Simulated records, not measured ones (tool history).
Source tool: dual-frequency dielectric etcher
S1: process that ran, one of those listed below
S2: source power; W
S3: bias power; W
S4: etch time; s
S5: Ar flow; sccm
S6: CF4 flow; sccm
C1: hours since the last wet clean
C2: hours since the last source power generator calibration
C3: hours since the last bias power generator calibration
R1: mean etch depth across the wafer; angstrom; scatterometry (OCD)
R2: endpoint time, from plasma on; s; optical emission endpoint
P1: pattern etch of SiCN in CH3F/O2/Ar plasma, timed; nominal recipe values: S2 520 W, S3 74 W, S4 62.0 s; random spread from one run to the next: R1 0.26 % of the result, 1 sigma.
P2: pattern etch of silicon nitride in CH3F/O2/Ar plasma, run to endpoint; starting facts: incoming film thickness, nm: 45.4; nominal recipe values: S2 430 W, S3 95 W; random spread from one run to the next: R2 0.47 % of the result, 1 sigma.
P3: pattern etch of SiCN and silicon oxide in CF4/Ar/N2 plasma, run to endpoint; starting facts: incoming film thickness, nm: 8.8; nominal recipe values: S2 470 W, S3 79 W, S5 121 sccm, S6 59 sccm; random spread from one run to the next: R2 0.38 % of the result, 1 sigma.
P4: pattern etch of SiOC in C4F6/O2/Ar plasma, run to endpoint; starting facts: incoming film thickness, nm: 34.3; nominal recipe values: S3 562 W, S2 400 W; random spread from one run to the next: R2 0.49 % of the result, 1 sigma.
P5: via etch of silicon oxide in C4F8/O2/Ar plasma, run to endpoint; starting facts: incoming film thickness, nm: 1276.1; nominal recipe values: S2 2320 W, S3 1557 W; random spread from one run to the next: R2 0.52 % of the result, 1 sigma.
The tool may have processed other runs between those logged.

run 1 hour=13.8 | S1=P1 S2=520 S3=74 S4=62.0 | C1=257.1 C2=3104.5 C3=1042.1 | R1=255.39
run 2 hour=28.1 | S1=P1 S2=520 S3=74 S4=84.0 | C1=271.4 C2=3118.8 C3=1056.4 | R1=346.17
run 3 hour=40.4 | S1=P1 S2=520 S3=74 S4=39.5 | C1=283.7 C2=3131.1 C3=1068.7 | R1=162.71
run 4 hour=55.5 | S1=P2 S2=430 S3=76 | C1=298.8 C2=3146.2 C3=1083.8 | R2=60.5930
run 5 hour=67.8 | S1=P2 S2=430 S3=95 | C1=311.1 C2=3158.5 C3=1096.1 | R2=55.7920
run 6 hour=81.4 | S1=P4 S2=400 S3=562 | C1=324.7 C2=3172.1 C3=1109.7 | R2=10.5650
run 7 hour=91.0 | S1=P1 S2=520 S3=74 S4=62.0 | C1=334.3 C2=3181.7 C3=1119.3 | R1=255.04
run 8 hour=103.5 | S1=P1 S2=410 S3=74 S4=39.0 | C1=346.8 C2=3194.2 C3=1131.8 | R1=146.13
run 9 hour=119.2 | S1=P1 S2=650 S3=74 S4=62.0 | C1=362.5 C2=3209.9 C3=1147.5 | R1=277.81
run 10 hour=134.7 | S1=P2 S2=290 S3=95 | C1=378.0 C2=3225.4 C3=1163.0 | R2=64.3240
run 11 hour=151.7 | S1=P3 S2=470 S3=79 S5=121 S6=59 | C1=395.0 C2=3242.4 C3=1180.0 | R2=10.1580
run 12 hour=167.7 | S1=P5 S2=2320 S3=1557 | C1=411.0 C2=3258.4 C3=1196.0 | R2=256.5300
run 13 hour=185.8 | S1=P3 S2=470 S3=79 S5=121 S6=78 | C1=429.1 C2=3276.5 C3=1214.1 | R2=9.7978
run 14 hour=196.6 | S1=P3 S2=310 S3=79 S5=121 S6=59 | C1=439.9 C2=3287.3 C3=1224.9 | R2=14.6700
run 15 hour=205.1 | S1=P4 S2=470 S3=562 | C1=448.4 C2=3295.8 C3=1233.4 | R2=10.0370
run 16 hour=214.8 | S1=P5 S2=2320 S3=1557 | C1=458.1 C2=3305.5 C3=1243.1 | R2=258.5400
run 17 hour=228.1 | S1=P1 S2=520 S3=74 S4=62.0 | C1=471.4 C2=3318.8 C3=1256.4 | R1=256.78
run 18 hour=245.4 | S1=P5 S2=1470 S3=1557 | C1=488.7 C2=3336.1 C3=1273.7 | R2=310.0300
run 19 hour=254.5 | S1=P1 S2=520 S3=61 S4=62.0 | C1=497.8 C2=3345.2 C3=1282.8 | R1=239.35
run 20 hour=266.6 | S1=P3 S2=470 S3=63 S5=121 S6=59 | C1=509.9 C2=3357.3 C3=1294.9 | R2=11.0480
run 21 hour=275.2 | S1=P1 S2=520 S3=74 S4=62.0 | C1=518.5 C2=3365.9 C3=1303.5 | R1=255.35
run 22 hour=289.3 | S1=P1 S2=520 S3=74 S4=62.0 | C1=532.6 C2=3380.0 C3=1317.6 | R1=254.60
run 23 hour=301.8 | S1=P3 S2=470 S3=79 S5=162 S6=59 | C1=545.1 C2=3392.5 C3=1330.1 | R2=10.7080
run 24 hour=317.4 | S1=P4 S2=400 S3=335 | C1=560.7 C2=3408.1 C3=1345.7 | R2=12.9110
run 25 hour=333.9 | S1=P1 S2=340 S3=74 S4=62.0 | C1=577.2 C2=3424.6 C3=1362.2 | R1=218.41
run 26 hour=346.5 | S1=P5 S2=2320 S3=2172 | C1=589.8 C2=3437.2 C3=1374.8 | R2=234.7600
run 27 hour=360.4 | S1=P1 S2=520 S3=103 S4=62.0 | C1=603.7 C2=3451.1 C3=1388.7 | R1=287.87
run 28 hour=368.5 | S1=P1 S2=520 S3=74 S4=62.0 | C1=611.8 C2=3459.2 C3=1396.8 | R1=254.18
run 29 hour=386.2 | S1=P1 S2=520 S3=74 S4=62.0 | C1=629.5 C2=3476.9 C3=1414.5 | R1=255.48
run 30 hour=398.1 | S1=P1 S2=520 S3=74 S4=62.0 | C1=641.4 C2=3488.8 C3=1426.4 | R1=253.58
run 31 hour=410.1 | S1=P1 S2=520 S3=74 S4=62.0 | C1=653.4 C2=3500.8 C3=1438.4 | R1=251.57
run 32 hour=420.9 | S1=P1 S2=520 S3=74 S4=62.0 | C1=664.2 C2=3511.6 C3=1449.2 | R1=251.07
run 33 hour=431.1 | S1=P1 S2=520 S3=74 S4=62.0 | C1=674.4 C2=3521.8 C3=1459.4 | R1=250.65
-- hour=438.0 wet clean of the chamber
run 34 hour=445.7 | S1=P1 S2=520 S3=74 S4=62.0 | C1=7.8 C2=3536.4 C3=1474.0 | R1=249.60
run 35 hour=456.0 | S1=P1 S2=520 S3=74 S4=62.0 | C1=18.1 C2=3546.7 C3=1484.3 | R1=250.66
run 36 hour=464.7 | S1=P1 S2=520 S3=74 S4=62.0 | C1=26.8 C2=3555.4 C3=1493.0 | R1=250.47

P1 no longer gives what it gave before; its output has crept away from where it was. The following 2 causes, each at its listed size, fit the log equally well:
A: source power that arrives under what is set, % = 4.45
B: bias power that arrives under what is set, % = 4.83
Creep in the process output first set in at about hour 386.2.
Each remaining cause and why it is not a fit:
chamber walls in a state that lowers the etch rate, %: serviced at hour 438.0, after the change had begun; the process did not return to its earlier output

Below are 4 check runs, each averaged over 2 wafers, with their results shown as question marks. Which of them would give clearly different results depending on which cause is behind the drift?
run check 1 hour=473.4 | S1=P4 S2=400 S3=562 | R2=?
run check 2 hour=473.4 | S1=P2 S2=430 S3=95 | R2=?
run check 3 hour=473.4 | S1=P5 S2=2320 S3=1557 | R2=?
run check 4 hour=473.4 | S1=P3 S2=470 S3=79 S5=121 S6=59 | R2=?

Expected result of each check under each candidate cause:
check=check_1 result=R2 if_A=10.8420 if_B=10.8640
check=check_2 result=R2 if_A=56.5990 if_B=56.6450
check=check_3 result=R2 if_A=263.2800 if_B=261.8700
check=check_4 result=R2 if_A=10.6390 if_B=10.4080
Minimum pairwise separation of causes per check, each pair taken at its best-separating result: check 1 0.2 %; check 2 0.08 %; check 3 0.54 %; check 4 2.19 %
The other checks would show nearly matching results whichever cause is true, so check 4 is the only one that separates the causes.

With check 4 done, the readings were: R2 10.4120 s. Identify which of the listed causes applies.

The cause is B: bias power that arrives under what is set, %.
